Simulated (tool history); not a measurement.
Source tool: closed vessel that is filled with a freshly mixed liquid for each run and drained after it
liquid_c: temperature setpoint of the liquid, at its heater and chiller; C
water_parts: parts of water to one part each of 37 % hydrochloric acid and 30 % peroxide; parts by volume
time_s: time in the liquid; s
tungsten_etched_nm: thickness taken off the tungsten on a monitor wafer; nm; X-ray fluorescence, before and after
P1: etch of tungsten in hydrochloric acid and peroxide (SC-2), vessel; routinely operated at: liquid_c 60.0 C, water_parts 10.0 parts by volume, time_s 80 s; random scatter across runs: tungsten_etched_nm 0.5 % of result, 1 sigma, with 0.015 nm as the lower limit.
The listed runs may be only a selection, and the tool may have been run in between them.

run	hour	liquid_c	water_parts	time_s	hours since the thermometer was replaced	hours since the chemicals flow meter was replaced	hours since the drum of peroxide was connected	tungsten_etched_nm
1	7.7	60.0	10.0	80	657.1	126.8	451.6	35.5230
2	18.8	60.0	10.0	80	668.2	137.9	462.7	35.6730
3	29.1	60.0	17.5	80	678.5	148.2	473.0	21.8870
4	37.2	60.0	4.0	80	686.6	156.3	481.1	70.2800
5	50.0	60.0	10.0	80	699.4	169.1	493.9	35.4330
6	59.6	60.0	16.0	155	709.0	178.7	503.5	46.2090
7	71.5	60.0	10.0	30	720.9	190.6	515.4	13.2880
8	82.9	60.0	10.0	130	732.3	202.0	526.8	57.6760
9	94.7	72.0	10.0	80	744.1	213.8	538.6	73.5200
# hour 102.4: thermometer replaced
10	107.2	60.0	4.0	160	4.9	226.3	551.1	140.0800
11	117.5	60.0	10.0	80	15.2	236.6	561.4	35.5780
12	127.7	45.0	16.0	80	25.4	246.8	571.6	8.8406
13	134.8	50.5	10.0	80	32.5	253.9	578.7	19.1320
14	147.5	60.0	10.0	80	45.2	266.6	591.4	35.5290
15	156.0	60.0	10.0	80	53.7	275.1	599.9	36.7420
16	171.0	60.0	10.0	80	68.7	290.1	614.9	37.3440
17	179.1	60.0	10.0	80	76.8	298.2	623.0	37.3250
18	191.1	60.0	10.0	80	88.8	310.2	635.0	37.6680
19	197.6	60.0	10.0	80	95.3	316.7	641.5	37.7810
20	208.8	60.0	10.0	80	106.5	327.9	652.7	38.4660

Run 21 has not been measured yet. What should we expect?
21	220.3	60.0	10.0	80	118.0	339.4	664.2	?

{"run 21": {"tungsten_etched_nm": 38.232}}
